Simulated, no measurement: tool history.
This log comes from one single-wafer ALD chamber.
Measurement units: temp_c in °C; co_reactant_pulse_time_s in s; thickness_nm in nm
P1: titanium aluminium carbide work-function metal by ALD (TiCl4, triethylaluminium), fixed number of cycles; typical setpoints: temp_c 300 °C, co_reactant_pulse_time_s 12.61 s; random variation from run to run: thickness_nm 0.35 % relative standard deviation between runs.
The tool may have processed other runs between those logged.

run  hour  temp_c  co_reactant_pulse_time_s  thickness_nm
  1   4.0     300                     12.61        2.0082
  2   9.3     279                     12.61        1.8325
  3  13.3     323                     12.61        2.2239
  4  15.7     283                      5.01        1.5586
  5  21.0     300                     12.61        2.0055
  6  25.1     300                     12.61        2.0101
  7  29.5     321                     18.05        2.2312
  8  33.8     315                      7.82        2.0458
  9  38.5     300                     12.61        2.0051
 10  41.8     300                     12.61        2.0084
 11  44.9     300                      6.23        1.8079
 12  49.0     300                     21.05        2.0249
 13  52.0     300                     12.61        2.0268
 14  55.9     300                     12.61        2.0018
 15  58.9     300                     12.61        1.9991
 16  62.1     300                     12.61        2.0002
 17  64.8     300                     12.61        1.9960
 18  68.6     300                     12.61        1.9874
 19  72.7     300                     12.61        1.9806
 20  76.2     300                     12.61        1.9976
 21  80.2     300                     12.61        1.9823

The log shows P1 creeping away from where it was. Any of the 2 causes listed here, at the size stated for it, fits the log just as well as the others:
A: wafer temperature below the value expected at the setpoint (K) = 4.03
B: triethylaluminium dose below that of a fresh bottle (%) = 19.5
The process output started creeping at around hour 52.0.

4 check runs are offered, each on 2 wafers whose results are averaged, their results left as question marks. Which one tells the causes apart?
check 1  84.2     281                     12.61             ?
check 2  84.2     321                      9.36             ?
check 3  84.2     316                     12.61             ?
check 4  84.2     319                     12.61             ?

Outcome of each check run for each possible cause:
  check        result    if A    if B
check 1  thickness_nm  1.8149  1.8172
check 2  thickness_nm  2.1053  2.0627
check 3  thickness_nm  2.1196  2.1176
check 4  thickness_nm  2.1462  2.1438
Gap, in per cent, between the two causes that each check separates least, read from the result that separates them most: check 1 0.12 %; check 2 2.05 %; check 3 0.1 %; check 4 0.11 %
The causes can be told apart only by check 2. The other checks would give nearly the same results under each of them.

Check 2 was then run and gave: thickness_nm 2.0557 nm. Which cause is it?

The cause is B: triethylaluminium dose below that of a fresh bottle (%).
